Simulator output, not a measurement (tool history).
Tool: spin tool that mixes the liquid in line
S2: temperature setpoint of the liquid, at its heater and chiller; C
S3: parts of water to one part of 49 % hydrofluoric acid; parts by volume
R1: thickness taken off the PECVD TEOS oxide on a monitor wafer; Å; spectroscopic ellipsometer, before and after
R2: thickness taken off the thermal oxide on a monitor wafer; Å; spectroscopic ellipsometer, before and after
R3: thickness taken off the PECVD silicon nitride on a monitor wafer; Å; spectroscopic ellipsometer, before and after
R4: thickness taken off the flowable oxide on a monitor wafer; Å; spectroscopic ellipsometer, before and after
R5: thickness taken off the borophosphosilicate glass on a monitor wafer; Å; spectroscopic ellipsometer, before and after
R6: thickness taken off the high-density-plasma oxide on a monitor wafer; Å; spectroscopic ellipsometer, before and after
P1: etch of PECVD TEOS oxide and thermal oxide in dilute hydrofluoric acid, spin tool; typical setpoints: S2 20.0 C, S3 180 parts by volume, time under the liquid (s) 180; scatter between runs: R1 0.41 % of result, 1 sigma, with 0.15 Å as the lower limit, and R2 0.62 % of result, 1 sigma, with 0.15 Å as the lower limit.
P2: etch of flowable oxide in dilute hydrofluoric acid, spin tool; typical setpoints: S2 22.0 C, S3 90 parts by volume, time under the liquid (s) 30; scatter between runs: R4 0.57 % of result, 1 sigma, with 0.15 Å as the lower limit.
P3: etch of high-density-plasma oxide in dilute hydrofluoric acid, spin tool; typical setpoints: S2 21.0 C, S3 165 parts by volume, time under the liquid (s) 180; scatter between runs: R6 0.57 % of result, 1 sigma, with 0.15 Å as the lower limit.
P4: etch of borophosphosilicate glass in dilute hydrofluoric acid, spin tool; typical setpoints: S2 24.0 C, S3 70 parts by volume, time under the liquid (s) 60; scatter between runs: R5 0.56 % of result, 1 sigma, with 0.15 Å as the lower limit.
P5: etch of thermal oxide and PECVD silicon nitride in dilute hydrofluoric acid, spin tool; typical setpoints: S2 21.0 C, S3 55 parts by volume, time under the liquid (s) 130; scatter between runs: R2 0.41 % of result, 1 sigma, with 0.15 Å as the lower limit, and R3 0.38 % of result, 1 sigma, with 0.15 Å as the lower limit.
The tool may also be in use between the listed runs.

Run 1, day 0.533: process that ran P1, S2 20.0 C, S3 180 parts by volume, time under the liquid (s) 180. Result: R1 75.024 Å, R2 37.383 Å.
Run 2, day 0.812: process that ran P1, S2 20.0 C, S3 300 parts by volume, time under the liquid (s) 180. Result: R1 40.429 Å, R2 19.838 Å.
Run 3, day 1.288: process that ran P5, S2 21.0 C, S3 35 parts by volume, time under the liquid (s) 130. Result: R2 166.190 Å, R3 160.110 Å.
Run 4, day 1.817: process that ran P1, S2 17.0 C, S3 180 parts by volume, time under the liquid (s) 180. Result: R1 66.704 Å, R2 33.223 Å.
Run 5, day 2.058: process that ran P1, S2 20.0 C, S3 180 parts by volume, time under the liquid (s) 180. Result: R1 75.999 Å, R2 36.852 Å.
Run 6, day 2.479: process that ran P2, S2 22.0 C, S3 145 parts by volume, time under the liquid (s) 30. Result: R4 73.170 Å.
Run 7, day 2.958: process that ran P4, S2 17.0 C, S3 70 parts by volume, time under the liquid (s) 60. Result: R5 264.110 Å.
Run 8, day 3.467: process that ran P4, S2 24.0 C, S3 70 parts by volume, time under the liquid (s) 15. Result: R5 87.766 Å.
Run 9, day 3.921: process that ran P3, S2 21.0 C, S3 165 parts by volume, time under the liquid (s) 180. Result: R6 44.543 Å.
Run 10, day 4.446: process that ran P2, S2 17.0 C, S3 90 parts by volume, time under the liquid (s) 30. Result: R4 103.090 Å.
Run 11, day 4.962: process that ran P4, S2 24.0 C, S3 70 parts by volume, time under the liquid (s) 60. Result: R5 353.780 Å.
Run 12, day 5.462: process that ran P1, S2 27.0 C, S3 180 parts by volume, time under the liquid (s) 315. Result: R1 171.200 Å, R2 84.703 Å.
Run 13, day 5.829: process that ran P5, S2 17.0 C, S3 55 parts by volume, time under the liquid (s) 130. Result: R2 86.509 Å, R3 78.428 Å.
Run 14, day 6.092: process that ran P1, S2 20.0 C, S3 180 parts by volume, time under the liquid (s) 180. Result: R1 75.164 Å, R2 36.895 Å.
Run 15, day 6.408: process that ran P1, S2 20.0 C, S3 60 parts by volume, time under the liquid (s) 180. Result: R1 258.150 Å, R2 127.760 Å.
Run 16, day 6.700: process that ran P4, S2 24.0 C, S3 70 parts by volume, time under the liquid (s) 60. Result: R5 354.720 Å.
Run 17, day 7.088: process that ran P1, S2 25.5 C, S3 180 parts by volume, time under the liquid (s) 180. Result: R1 93.146 Å, R2 45.907 Å.
Run 18, day 7.567: process that ran P2, S2 22.0 C, S3 90 parts by volume, time under the liquid (s) 30. Result: R4 125.530 Å.
Run 19, day 7.929: process that ran P3, S2 24.5 C, S3 165 parts by volume, time under the liquid (s) 180. Result: R6 51.065 Å.
Run 20, day 8.238: process that ran P2, S2 22.0 C, S3 90 parts by volume, time under the liquid (s) 15. Result: R4 62.428 Å.
Run 21, day 8.658: process that ran P3, S2 21.0 C, S3 255 parts by volume, time under the liquid (s) 180. Result: R6 26.606 Å.
Run 22, day 9.021: process that ran P1, S2 20.0 C, S3 180 parts by volume, time under the liquid (s) 180. Result: R1 74.930 Å, R2 37.591 Å.
Run 23, day 9.329: process that ran P1, S2 27.0 C, S3 180 parts by volume, time under the liquid (s) 285. Result: R1 155.650 Å, R2 76.096 Å.
Run 24, day 9.654: process that ran P1, S2 20.0 C, S3 180 parts by volume, time under the liquid (s) 330. Result: R1 139.360 Å, R2 67.898 Å.
Run 25, day 10.038: process that ran P5, S2 21.0 C, S3 55 parts by volume, time under the liquid (s) 130. Result: R2 102.750 Å, R3 103.750 Å.
Run 26, day 10.425: process that ran P1, S2 20.0 C, S3 180 parts by volume, time under the liquid (s) 180. Result: R1 75.404 Å, R2 37.623 Å.
Run 27, day 10.812: process that ran P1, S2 20.0 C, S3 180 parts by volume, time under the liquid (s) 180. Result: R1 74.556 Å, R2 37.268 Å.
Run 28, day 11.238: process that ran P3, S2 21.0 C, S3 165 parts by volume, time under the liquid (s) 180. Result: R6 44.994 Å.
Run 29, day 11.504: process that ran P5, S2 21.0 C, S3 55 parts by volume, time under the liquid (s) 130. Result: R2 103.060 Å, R3 102.550 Å.
Run 30, day 11.833: process that ran P1, S2 20.0 C, S3 180 parts by volume, time under the liquid (s) 180. Result: R1 75.635 Å, R2 36.965 Å.
Run 31, day 12.329: process that ran P1, S2 20.0 C, S3 180 parts by volume, time under the liquid (s) 85. Result: R1 35.640 Å, R2 17.601 Å.
Run 32, day 12.696: process that ran P5, S2 21.0 C, S3 55 parts by volume, time under the liquid (s) 215. Result: R2 171.660 Å, R3 171.170 Å.
Run 33, day 12.958: process that ran P4, S2 24.0 C, S3 95 parts by volume, time under the liquid (s) 60. Result: R5 251.640 Å.
Run 34, day 13.350: process that ran P3, S2 21.0 C, S3 165 parts by volume, time under the liquid (s) 290. Result: R6 71.946 Å.
Run 35, day 13.708: process that ran P1, S2 20.0 C, S3 180 parts by volume, time under the liquid (s) 180. Result: R1 74.918 Å, R2 36.895 Å.
Run 36, day 13.975: process that ran P1, S2 20.0 C, S3 180 parts by volume, time under the liquid (s) 180. Result: R1 76.406 Å, R2 37.966 Å.
Run 37, day 14.342: process that ran P1, S2 20.0 C, S3 180 parts by volume, time under the liquid (s) 180. Result: R1 78.403 Å, R2 38.590 Å.
Run 38, day 14.808: process that ran P1, S2 20.0 C, S3 180 parts by volume, time under the liquid (s) 180. Result: R1 80.078 Å, R2 39.107 Å.
Run 39, day 15.062: process that ran P1, S2 20.0 C, S3 180 parts by volume, time under the liquid (s) 180. Result: R1 81.001 Å, R2 39.530 Å.
Run 40, day 15.388: process that ran P1, S2 20.0 C, S3 180 parts by volume, time under the liquid (s) 180. Result: R1 80.559 Å, R2 40.076 Å.
Run 41, day 15.817: process that ran P1, S2 20.0 C, S3 180 parts by volume, time under the liquid (s) 180. Result: R1 81.589 Å, R2 40.471 Å.
Run 42, day 16.325: process that ran P1, S2 20.0 C, S3 180 parts by volume, time under the liquid (s) 180. Result: R1 82.288 Å, R2 40.759 Å.
Run 43, day 16.867: process that ran P1, S2 20.0 C, S3 180 parts by volume, time under the liquid (s) 180. Result: R1 81.850 Å, R2 40.748 Å.
Run 44, day 17.267: process that ran P1, S2 20.0 C, S3 180 parts by volume, time under the liquid (s) 180. Result: R1 82.031 Å, R2 40.752 Å.
Run 45, day 17.767: process that ran P1, S2 20.0 C, S3 180 parts by volume, time under the liquid (s) 180. Result: R1 82.592 Å, R2 40.528 Å.
Run 46, day 18.200: process that ran P1, S2 20.0 C, S3 180 parts by volume, time under the liquid (s) 180. Result: R1 82.258 Å, R2 40.588 Å.

P1 has crept away from where it was. The log is fitted equally well by each of these 2 causes, at the sizes shown:
A: hydrofluoric acid flow above the setpoint (%) = 8.17
B: liquid hotter than its thermometer reads (K) = 2.4
The process output started creeping at around day 13.708.

4 check runs are offered, one wafer each, their results left as question marks. Which one tells the causes apart?
Run check 1, day 18.633: process that ran P3, S2 21.0 C, S3 165 parts by volume, time under the liquid (s) 180. Result: R6 ?.
Run check 2, day 18.633: process that ran P2, S2 22.0 C, S3 90 parts by volume, time under the liquid (s) 30. Result: R4 ?.
Run check 3, day 18.633: process that ran P4, S2 24.0 C, S3 70 parts by volume, time under the liquid (s) 60. Result: R5 ?.
Run check 4, day 18.633: process that ran P5, S2 21.0 C, S3 55 parts by volume, time under the liquid (s) 130. Result: R2 ?, R3 ?.

Outcome of each check run for each possible cause:
  check  result     if A     if B
check 1      R6   48.999   49.041
check 2      R4  137.590  138.940
check 3      R5  384.480  388.670
check 4      R2  112.640  114.480
check 4      R3  111.830  122.020
How far apart the two closest causes lie, in the result that separates them most: check 1 0.09 %; check 2 0.98 %; check 3 1.08 %; check 4 8.72 %
Check 4 distinguishes between the causes, while the remaining checks would return nearly the same result for all of them.

After running check 4, the following was obtained: R2 112.620 Å; R3 112.040 Å. Which cause does this point to?

A is the cause: hydrofluoric acid flow above the setpoint (%).

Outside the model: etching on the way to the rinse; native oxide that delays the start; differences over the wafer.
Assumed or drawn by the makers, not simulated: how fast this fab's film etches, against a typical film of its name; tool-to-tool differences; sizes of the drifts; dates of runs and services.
